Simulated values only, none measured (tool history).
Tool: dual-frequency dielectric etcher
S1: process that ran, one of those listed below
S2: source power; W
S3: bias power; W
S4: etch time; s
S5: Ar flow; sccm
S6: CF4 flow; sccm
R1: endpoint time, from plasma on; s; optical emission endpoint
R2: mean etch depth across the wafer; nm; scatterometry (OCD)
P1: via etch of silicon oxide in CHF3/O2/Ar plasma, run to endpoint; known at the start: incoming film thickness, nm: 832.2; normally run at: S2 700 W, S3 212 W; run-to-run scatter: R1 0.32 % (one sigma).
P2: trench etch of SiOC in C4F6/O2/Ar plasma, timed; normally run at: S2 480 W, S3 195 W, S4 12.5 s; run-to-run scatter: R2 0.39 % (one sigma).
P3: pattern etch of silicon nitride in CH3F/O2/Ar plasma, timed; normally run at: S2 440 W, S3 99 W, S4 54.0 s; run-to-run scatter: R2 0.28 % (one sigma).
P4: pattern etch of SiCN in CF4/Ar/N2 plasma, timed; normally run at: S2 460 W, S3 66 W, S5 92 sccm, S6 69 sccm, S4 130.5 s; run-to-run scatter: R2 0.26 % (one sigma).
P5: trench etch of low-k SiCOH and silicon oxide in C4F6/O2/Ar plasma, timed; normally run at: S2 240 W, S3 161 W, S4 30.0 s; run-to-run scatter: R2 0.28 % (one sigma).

run,hour,S1,S2,S3,S4,S5,S6,R1,R2
1,7.5,P1,700,212,,,,388.01,
2,14.9,P2,480,135,12.5,,,,25.196
3,20.2,P4,460,66,130.5,92,93,,118.130
4,27.0,P1,700,263,,,,356.81,
5,32.3,P2,480,195,7.0,,,,15.843
6,36.1,P1,700,212,,,,387.84,
7,44.6,P5,340,161,30.0,,,,84.302
8,48.3,P3,440,99,54.0,,,,44.029
9,56.6,P1,700,212,,,,385.67,
10,60.4,P4,460,66,180.5,92,69,,156.240
11,65.9,P4,580,66,130.5,92,69,,138.520
12,70.7,P4,460,66,130.5,92,69,,112.610
# hour 72.2: bias power generator calibrated
13,75.5,P3,440,99,33.0,,,,27.041
14,80.9,P4,460,48,130.5,92,69,,101.950
15,86.3,P5,240,161,30.0,,,,73.503
16,90.6,P2,480,195,12.5,,,,28.160
17,94.8,P5,240,161,30.0,,,,73.787
18,102.4,P4,460,66,130.5,56,69,,121.380
19,109.7,P1,820,281,,,,330.06,
20,116.2,P1,700,144,,,,438.04,
21,120.6,P3,440,66,54.0,,,,38.345
22,124.3,P1,870,212,,,,354.63,
23,132.2,P2,570,195,12.5,,,,30.202
24,137.1,P1,420,212,,,,469.80,
25,145.0,P5,240,161,44.0,,,,107.890
26,151.3,P1,700,212,,,,387.00,
27,156.1,P1,700,212,,,,386.31,
28,162.1,P3,260,99,54.0,,,,36.264
29,167.1,P5,240,201,30.0,,,,79.232
30,175.4,P4,460,66,130.5,92,69,,113.520
31,182.2,P1,950,137,,,,395.95,
32,185.9,P1,700,212,,,,387.86,
33,192.2,P1,700,212,,,,382.84,
34,197.9,P1,700,212,,,,382.44,
35,204.2,P1,700,212,,,,382.68,
# hour 207.8: wet clean of the chamber
36,211.1,P1,700,212,,,,380.55,

Run 37 comes next. What will it give?
37,219.5,P1,700,212,,,,?,

{"run 37": {"R1": 380.78}}

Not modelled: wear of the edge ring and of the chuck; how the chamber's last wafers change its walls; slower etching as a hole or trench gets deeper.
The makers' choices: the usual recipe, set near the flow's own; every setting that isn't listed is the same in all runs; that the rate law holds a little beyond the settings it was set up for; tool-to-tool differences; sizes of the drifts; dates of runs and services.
